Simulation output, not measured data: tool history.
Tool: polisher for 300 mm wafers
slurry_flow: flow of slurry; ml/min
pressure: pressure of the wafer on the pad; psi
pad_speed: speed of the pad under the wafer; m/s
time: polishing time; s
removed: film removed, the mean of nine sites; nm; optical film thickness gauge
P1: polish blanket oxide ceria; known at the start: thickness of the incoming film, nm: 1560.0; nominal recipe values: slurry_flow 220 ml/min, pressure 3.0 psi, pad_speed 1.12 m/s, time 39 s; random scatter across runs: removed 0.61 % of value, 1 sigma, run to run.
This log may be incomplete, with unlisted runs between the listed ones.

| run | hour | slurry_flow | pressure | pad_speed | time | wafers polished on this pad | hours since the slurry nozzle was cleaned | hours since the head pressure was calibrated | removed |
|---|---|---|---|---|---|---|---|---|---|
| 1 | 9.6 | 220 | 3.0 | 1.12 | 39 | 907 | 38.3 | 720.7 | 198.070 |
| 2 | 17.8 | 220 | 3.0 | 1.12 | 39 | 984 | 46.5 | 728.9 | 197.630 |
| 3 | 29.7 | 220 | 3.0 | 1.12 | 61 | 1096 | 58.4 | 740.8 | 308.520 |
| 4 | 41.8 | 220 | 3.0 | 1.12 | 18 | 1211 | 70.5 | 752.9 | 90.414 |
| 5 | 52.0 | 165 | 3.0 | 1.12 | 56 | 1307 | 80.7 | 763.1 | 273.770 |
| 6 | 66.3 | 220 | 1.6 | 1.12 | 39 | 1442 | 95.0 | 777.4 | 105.830 |
| 7 | 81.4 | 220 | 3.0 | 0.52 | 39 | 1584 | 110.1 | 792.5 | 91.724 |
| 8 | 91.2 | 220 | 3.0 | 1.78 | 39 | 1676 | 119.9 | 802.3 | 311.420 |
| 9 | 102.3 | 220 | 2.0 | 1.12 | 52 | 1781 | 131.0 | 813.4 | 174.770 |
| 10 | 109.4 | 130 | 3.0 | 1.12 | 39 | 1848 | 138.1 | 820.5 | 182.610 |
| 11 | 121.3 | 220 | 3.0 | 1.12 | 39 | 1960 | 150.0 | 832.4 | 196.290 |
| 12 | 130.4 | 220 | 3.0 | 1.12 | 39 | 2046 | 159.1 | 841.5 | 196.970 |
| 13 | 138.1 | 220 | 3.0 | 0.66 | 53 | 2119 | 166.8 | 849.2 | 157.320 |
| 14 | 152.4 | 220 | 3.0 | 1.12 | 39 | 2254 | 181.1 | 863.5 | 197.470 |
| 15 | 160.3 | 280 | 3.0 | 1.12 | 39 | 2328 | 189.0 | 871.4 | 201.020 |
| 16 | 168.3 | 220 | 3.0 | 1.12 | 39 | 2404 | 197.0 | 879.4 | 197.990 |
| 17 | 178.4 | 220 | 4.6 | 1.12 | 39 | 2499 | 207.1 | 889.5 | 302.900 |
| 18 | 194.3 | 220 | 3.0 | 1.12 | 39 | 2649 | 223.0 | 905.4 | 196.500 |
| 19 | 206.1 | 220 | 3.0 | 1.12 | 39 | 2760 | 234.8 | 917.2 | 192.710 |
| 20 | 222.4 | 220 | 3.0 | 1.12 | 39 | 2914 | 251.1 | 933.5 | 188.420 |
|  | 235.8 | worn pad replaced by a new one |
| 21 | 235.9 | 220 | 3.0 | 1.12 | 39 | 1 | 264.6 | 947.0 | 184.870 |
| 22 | 250.5 | 220 | 3.0 | 1.12 | 39 | 139 | 279.2 | 961.6 | 184.090 |
| 23 | 263.7 | 220 | 3.0 | 1.12 | 39 | 263 | 292.4 | 974.8 | 183.680 |
| 24 | 271.4 | 220 | 3.0 | 1.12 | 39 | 336 | 300.1 | 982.5 | 184.780 |
| 25 | 283.5 | 220 | 3.0 | 1.12 | 39 | 450 | 312.2 | 994.6 | 182.990 |
| 26 | 297.7 | 220 | 3.0 | 1.12 | 39 | 584 | 326.4 | 1008.8 | 179.430 |

Compared with where it was, what P1 gives has crept away. Each cause listed below fits the log as well as the rest, at the size given for it:
A: slurry flow missing at the pad, % = 39.1
B: head's pressure below its setpoint, % = 7.3
Onset of the creep was near hour 194.3.
Why every other cause is out:
removal rate lost through wear of the pad, %: was serviced at hour 235.8, once the creep was under way, yet the earlier output never came back

Which of the 4 check runs listed below separates the causes, so that each cause would produce a clearly different result? Each run uses one wafer, and its results are marked with question marks.
| check 1 | 311.9 | 130 | 3.0 | 1.12 | 39 |  |  |  | ? |
| check 2 | 311.9 | 220 | 4.6 | 1.12 | 39 |  |  |  | ? |
| check 3 | 311.9 | 220 | 3.0 | 1.44 | 22 |  |  |  | ? |
| check 4 | 311.9 | 220 | 1.7 | 0.54 | 39 |  |  |  | ? |

Expected result of each check under each candidate cause:
| check | result | if A | if B |
|---|---|---|---|
| check 1 | removed | 160.610 | 168.210 |
| check 2 | removed | 279.850 | 279.830 |
| check 3 | removed | 132.370 | 132.360 |
| check 4 | removed | 49.865 | 49.862 |
Smallest distance between any two causes, each pair judged by its most separating result, in per cent: check 1 4.63 %; check 2 0.01 %; check 3 0.01 %; check 4 0.01 %
Check 1 distinguishes between the causes, while the remaining checks would return nearly the same result for all of them.

Running check 1 produced the following: removed 161.110 nm. Which one of the listed causes fits?

It is A: slurry flow missing at the pad, %.
